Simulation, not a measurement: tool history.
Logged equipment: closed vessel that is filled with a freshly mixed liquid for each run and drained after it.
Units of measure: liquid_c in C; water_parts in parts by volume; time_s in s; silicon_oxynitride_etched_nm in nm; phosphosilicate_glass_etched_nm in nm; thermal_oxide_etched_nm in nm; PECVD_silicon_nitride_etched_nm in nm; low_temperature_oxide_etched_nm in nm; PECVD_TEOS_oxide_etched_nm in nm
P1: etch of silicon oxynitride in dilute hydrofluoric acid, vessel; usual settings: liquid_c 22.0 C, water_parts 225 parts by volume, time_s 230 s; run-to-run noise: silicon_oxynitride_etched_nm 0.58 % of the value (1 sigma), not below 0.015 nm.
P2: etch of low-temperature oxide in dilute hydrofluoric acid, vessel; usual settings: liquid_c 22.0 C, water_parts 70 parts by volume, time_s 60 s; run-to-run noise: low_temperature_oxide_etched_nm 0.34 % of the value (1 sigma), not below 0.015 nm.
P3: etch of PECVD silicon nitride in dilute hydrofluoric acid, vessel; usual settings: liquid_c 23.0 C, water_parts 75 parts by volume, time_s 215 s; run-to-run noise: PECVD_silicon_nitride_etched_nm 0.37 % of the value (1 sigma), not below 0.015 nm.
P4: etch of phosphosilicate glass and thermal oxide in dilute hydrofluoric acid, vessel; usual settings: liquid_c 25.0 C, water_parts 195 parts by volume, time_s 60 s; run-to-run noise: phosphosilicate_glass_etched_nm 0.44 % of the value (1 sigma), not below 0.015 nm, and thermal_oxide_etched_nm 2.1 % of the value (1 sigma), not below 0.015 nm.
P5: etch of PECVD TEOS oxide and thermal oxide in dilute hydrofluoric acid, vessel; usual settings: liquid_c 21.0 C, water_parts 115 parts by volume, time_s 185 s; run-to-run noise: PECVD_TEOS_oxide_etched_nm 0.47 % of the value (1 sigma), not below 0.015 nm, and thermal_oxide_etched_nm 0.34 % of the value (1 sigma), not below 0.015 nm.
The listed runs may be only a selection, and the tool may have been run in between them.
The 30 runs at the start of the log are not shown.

run,hour,process,liquid_c,water_parts,time_s,hours since the thermometer was replaced,hours since the hydrofluoric acid flow meter was replaced,silicon_oxynitride_etched_nm,phosphosilicate_glass_etched_nm,thermal_oxide_etched_nm,PECVD_silicon_nitride_etched_nm,low_temperature_oxide_etched_nm,PECVD_TEOS_oxide_etched_nm
31,219.7,P4,25.0,195,30,545.8,62.6,,12.008,0.64143,,,
32,229.3,P1,22.0,225,230,555.4,72.2,4.1238,,,,,
33,238.5,P1,22.0,225,230,564.6,81.4,3.9403,,,,,
34,246.8,P1,22.0,225,230,572.9,89.7,3.8450,,,,,
35,254.6,P1,22.0,225,230,580.7,97.5,3.8236,,,,,
36,263.8,P1,22.0,225,230,589.9,106.7,3.7933,,,,,
37,272.7,P1,22.0,225,230,598.8,115.6,3.7453,,,,,
38,281.9,P1,22.0,225,230,608.0,124.8,3.7615,,,,,

Run 39 comes next. What will it give?
39,288.8,P1,22.0,225,230,614.9,131.7,?,,,,,

{"run 39": {"silicon_oxynitride_etched_nm": 3.7613}}
